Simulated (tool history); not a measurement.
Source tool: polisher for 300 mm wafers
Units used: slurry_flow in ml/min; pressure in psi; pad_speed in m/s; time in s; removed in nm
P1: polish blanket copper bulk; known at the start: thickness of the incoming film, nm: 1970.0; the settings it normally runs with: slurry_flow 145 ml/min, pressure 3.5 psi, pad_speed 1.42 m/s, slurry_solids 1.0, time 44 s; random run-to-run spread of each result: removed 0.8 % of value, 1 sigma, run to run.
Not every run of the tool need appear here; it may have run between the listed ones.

run	hour	slurry_flow	pressure	pad_speed	slurry_solids	time	removed
1	2.5	145	3.5	1.42	1.0	44	764.42
2	6.5	145	3.5	1.42	1.0	44	766.05
3	10.8	225	3.5	1.42	1.0	44	828.19
4	13.8	145	3.5	2.04	1.0	44	1114.60
5	17.1	145	4.6	1.42	1.0	44	1023.20
6	20.9	145	3.5	1.42	1.0	27	476.58
7	23.2	145	2.2	1.42	1.0	44	486.83
8	25.2	145	3.5	1.42	1.4	44	825.20
9	29.0	145	3.5	1.42	1.0	44	766.44
10	32.5	145	3.5	1.42	1.0	44	790.23
11	35.2	145	3.5	1.42	1.0	62	1069.80
12	37.0	85	3.5	1.42	1.0	44	677.47
13	39.0	145	3.5	1.42	0.5	44	667.15
14	42.5	145	3.5	0.88	1.0	44	482.75
15	45.7	145	3.5	1.42	1.0	44	766.49
16	48.1	205	2.3	1.42	1.0	44	538.00
17	51.6	145	3.5	1.42	1.0	44	782.70
18	55.0	145	3.5	1.42	1.0	44	746.64
19	58.8	145	3.5	1.42	1.0	44	723.65
20	62.6	145	3.5	1.42	1.0	44	712.57
# hour 63.3: head pressure recalibrated
21	66.2	145	3.5	1.42	1.0	44	713.46
22	70.1	145	3.5	1.42	1.0	44	695.17
# hour 70.5: slurry blender recalibrated
23	73.1	145	3.5	1.42	1.0	44	699.79
24	76.4	145	3.5	1.42	1.0	44	696.49
25	78.5	145	3.5	1.42	1.0	44	702.26
26	81.1	145	3.5	1.42	1.0	44	695.47
27	83.4	145	3.5	1.42	1.0	44	698.20

Compared with where it was, what P1 gives has crept away. Each cause listed below fits the log as well as the rest, at the size given for it:
A: removal rate lost through wear of the pad, % = 9.72
B: slurry flow missing at the pad, % = 37.1
The gradual shift began around hour 51.6.
Excluded causes, each with its reason:
head's pressure below its setpoint, %: serviced after onset, at hour 63.3, with no recovery of the prior output
abrasive missing from the slurry, %: serviced after onset, at hour 70.5, with no recovery of the prior output

The 4 check runs listed below each average the results of 5 wafers, and their outcomes are marked with question marks. Under which run would the listed causes produce clearly different results?
check 1	85.7	145	4.4	1.08	1.0	44	?
check 2	85.7	145	3.5	1.42	0.7	44	?
check 3	85.7	210	3.5	1.42	1.0	44	?
check 4	85.7	145	3.5	1.06	1.0	44	?

If the cause were each of the candidates in turn, the checks would give the following:
check	result	if A	if B
check 1	removed	668.11	668.03
check 2	removed	648.41	648.33
check 3	removed	738.80	760.72
check 4	removed	521.61	521.55
How far apart the two closest causes lie, in the result that separates them most: check 1 0.01 %; check 2 0.01 %; check 3 2.92 %; check 4 0.01 %
The causes can be told apart only by check 3. The other checks would give nearly the same results under each of them.

Running check 3 produced the following: removed 739.96 nm. Which one of the listed causes fits?

It was cause A: removal rate lost through wear of the pad, %.

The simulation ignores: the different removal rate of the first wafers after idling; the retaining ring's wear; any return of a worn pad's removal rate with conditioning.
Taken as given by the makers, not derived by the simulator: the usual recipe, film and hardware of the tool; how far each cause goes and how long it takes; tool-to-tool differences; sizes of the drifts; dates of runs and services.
